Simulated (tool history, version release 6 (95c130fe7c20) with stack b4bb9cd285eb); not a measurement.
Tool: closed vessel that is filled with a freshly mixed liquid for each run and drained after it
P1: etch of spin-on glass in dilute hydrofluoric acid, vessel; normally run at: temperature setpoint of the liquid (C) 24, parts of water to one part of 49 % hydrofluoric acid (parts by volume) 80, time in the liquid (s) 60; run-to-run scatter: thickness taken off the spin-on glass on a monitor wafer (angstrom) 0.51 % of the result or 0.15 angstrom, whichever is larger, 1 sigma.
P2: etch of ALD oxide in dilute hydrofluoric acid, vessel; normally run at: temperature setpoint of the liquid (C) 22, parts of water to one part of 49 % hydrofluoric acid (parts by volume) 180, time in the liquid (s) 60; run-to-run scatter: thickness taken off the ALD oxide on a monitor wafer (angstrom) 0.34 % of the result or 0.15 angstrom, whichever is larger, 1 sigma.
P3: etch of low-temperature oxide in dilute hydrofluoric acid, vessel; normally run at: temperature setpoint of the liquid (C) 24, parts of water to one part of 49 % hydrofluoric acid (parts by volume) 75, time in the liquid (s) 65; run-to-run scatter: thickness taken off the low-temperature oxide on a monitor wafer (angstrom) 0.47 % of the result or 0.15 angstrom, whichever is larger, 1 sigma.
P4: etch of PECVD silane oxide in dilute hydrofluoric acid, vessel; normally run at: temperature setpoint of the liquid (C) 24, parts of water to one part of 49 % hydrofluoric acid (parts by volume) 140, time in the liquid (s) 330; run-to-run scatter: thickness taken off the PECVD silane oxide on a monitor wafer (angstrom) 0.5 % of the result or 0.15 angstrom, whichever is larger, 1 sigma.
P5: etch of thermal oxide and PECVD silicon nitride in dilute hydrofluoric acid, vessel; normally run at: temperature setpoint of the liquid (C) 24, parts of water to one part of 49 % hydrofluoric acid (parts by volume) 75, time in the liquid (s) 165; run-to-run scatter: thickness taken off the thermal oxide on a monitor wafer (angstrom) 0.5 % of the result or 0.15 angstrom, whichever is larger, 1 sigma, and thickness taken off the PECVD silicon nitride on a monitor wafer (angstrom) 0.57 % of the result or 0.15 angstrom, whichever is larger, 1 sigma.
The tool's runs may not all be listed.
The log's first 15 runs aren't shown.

| run | hour | process that ran | temperature setpoint of the liquid (C) | parts of water to one part of 49 % hydrofluoric acid (parts by volume) | time in the liquid (s) | thickness taken off the spin-on glass on a monitor wafer (angstrom) | thickness taken off the thermal oxide on a monitor wafer (angstrom) | thickness taken off the PECVD silicon nitride on a monitor wafer (angstrom) | thickness taken off the ALD oxide on a monitor wafer (angstrom) | thickness taken off the low-temperature oxide on a monitor wafer (angstrom) | thickness taken off the PECVD silane oxide on a monitor wafer (angstrom) |
|---|---|---|---|---|---|---|---|---|---|---|---|
| 16 | 206.5 | P3 | 24 | 75 | 65 |  |  |  |  | 154.01 |  |
| 17 | 214.5 | P1 | 17 | 80 | 60 | 197.11 |  |  |  |  |  |
| 18 | 230.1 | P1 | 18.5 | 80 | 30 | 104.76 |  |  |  |  |  |
| 19 | 237.3 | P1 | 20.5 | 80 | 30 | 113.25 |  |  |  |  |  |
| 20 | 252.5 | P1 | 24 | 80 | 60 | 262.28 |  |  |  |  |  |
| 21 | 262.7 | P1 | 24 | 80 | 60 | 259.14 |  |  |  |  |  |
| 22 | 277.8 | P1 | 24 | 145 | 60 | 135.16 |  |  |  |  |  |
| 23 | 285.2 | P4 | 24 | 140 | 330 |  |  |  |  |  | 397.65 |
| 24 | 301.5 | P2 | 22 | 180 | 60 |  |  |  | 69.503 |  |  |
| 25 | 314.1 | P3 | 24 | 75 | 30 |  |  |  |  | 71.376 |  |
| 26 | 325.7 | P4 | 24 | 140 | 135 |  |  |  |  |  | 162.29 |
| 27 | 339.6 | P5 | 17 | 75 | 165 |  | 78.388 | 21.674 |  |  |  |
| 28 | 352 | P2 | 22 | 295 | 60 |  |  |  | 38.005 |  |  |

Run 29 comes next. What will it give?
| 29 | 360.6 | P2 | 22 | 180 | 30 |  |  |  | ? |  |  |

thickness taken off the ALD oxide on a monitor wafer (angstrom): 34.559
